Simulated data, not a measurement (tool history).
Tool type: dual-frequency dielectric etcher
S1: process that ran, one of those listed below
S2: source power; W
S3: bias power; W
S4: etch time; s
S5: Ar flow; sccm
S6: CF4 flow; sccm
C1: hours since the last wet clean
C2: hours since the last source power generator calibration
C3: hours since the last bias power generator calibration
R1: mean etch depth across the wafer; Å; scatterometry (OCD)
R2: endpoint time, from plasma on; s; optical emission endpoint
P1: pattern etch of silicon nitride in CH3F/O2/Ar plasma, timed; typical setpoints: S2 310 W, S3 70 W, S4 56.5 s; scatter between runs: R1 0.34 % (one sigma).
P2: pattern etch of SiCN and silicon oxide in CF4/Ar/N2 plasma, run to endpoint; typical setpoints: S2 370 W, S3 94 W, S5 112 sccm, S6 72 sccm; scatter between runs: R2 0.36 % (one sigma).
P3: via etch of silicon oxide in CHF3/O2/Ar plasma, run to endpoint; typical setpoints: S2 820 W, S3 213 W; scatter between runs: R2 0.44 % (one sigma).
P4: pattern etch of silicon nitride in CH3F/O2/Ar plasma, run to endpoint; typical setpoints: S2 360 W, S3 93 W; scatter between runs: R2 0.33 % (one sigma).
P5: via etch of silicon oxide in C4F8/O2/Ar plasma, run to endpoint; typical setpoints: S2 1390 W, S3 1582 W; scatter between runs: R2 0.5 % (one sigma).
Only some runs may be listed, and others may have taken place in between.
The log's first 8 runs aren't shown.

run,day,S1,S2,S3,S4,S5,S6,C1,C2,C3,R1,R2
9,1.146,P1,310,92,56.5,,,275.7,2674.2,949.2,398.26,
10,1.242,P2,230,94,,112,72,278.0,2676.5,951.5,,21.040
11,1.400,P2,370,128,,112,72,281.8,2680.3,955.3,,12.307
12,1.517,P1,310,70,56.5,,,284.6,2683.1,958.1,362.23,
13,1.688,P1,310,70,71.5,,,288.7,2687.2,962.2,454.67,
14,1.775,P2,370,94,,78,72,290.8,2689.3,964.3,,13.253
15,1.875,P2,370,94,,112,91,293.2,2691.7,966.7,,13.487
16,2.058,P3,820,273,,,,297.6,2696.1,971.1,,199.390
17,2.142,P5,930,1582,,,,299.6,2698.1,973.1,,550.130
18,2.288,P1,310,70,56.5,,,303.1,2701.6,976.6,361.54,
19,2.467,P5,1390,2162,,,,307.4,2705.9,980.9,,425.630
20,2.633,P1,400,70,56.5,,,311.4,2709.9,984.9,396.51,
21,2.800,P1,310,46,56.5,,,315.4,2713.9,988.9,314.48,
22,2.888,P1,310,70,40.0,,,317.5,2716.0,991.0,255.36,
23,3.033,P1,250,70,56.5,,,321.0,2719.5,994.5,334.02,
24,3.125,P3,560,213,,,,323.2,2721.7,996.7,,252.100
25,3.279,P2,370,94,,112,72,326.9,2725.4,1000.4,,13.788
26,3.362,P1,230,88,56.5,,,328.9,2727.4,1002.4,348.97,
27,3.458,P5,1390,1582,,,,331.2,2729.7,1004.7,,469.720
28,3.633,P4,360,118,,,,335.4,2733.9,1008.9,,30.384
29,3.750,P1,310,48,39.5,,,338.2,2736.7,1011.7,222.55,
30,3.908,P1,310,70,56.5,,,342.0,2740.5,1015.5,360.33,
31,4.012,P1,310,70,56.5,,,344.5,2743.0,1018.0,363.44,
32,4.167,P1,310,70,56.5,,,348.2,2746.7,1021.7,364.41,

Expected results for the next run?
33,4.262,P1,310,70,56.5,,,350.5,2749.0,1024.0,?,

R1: 364.12 Å
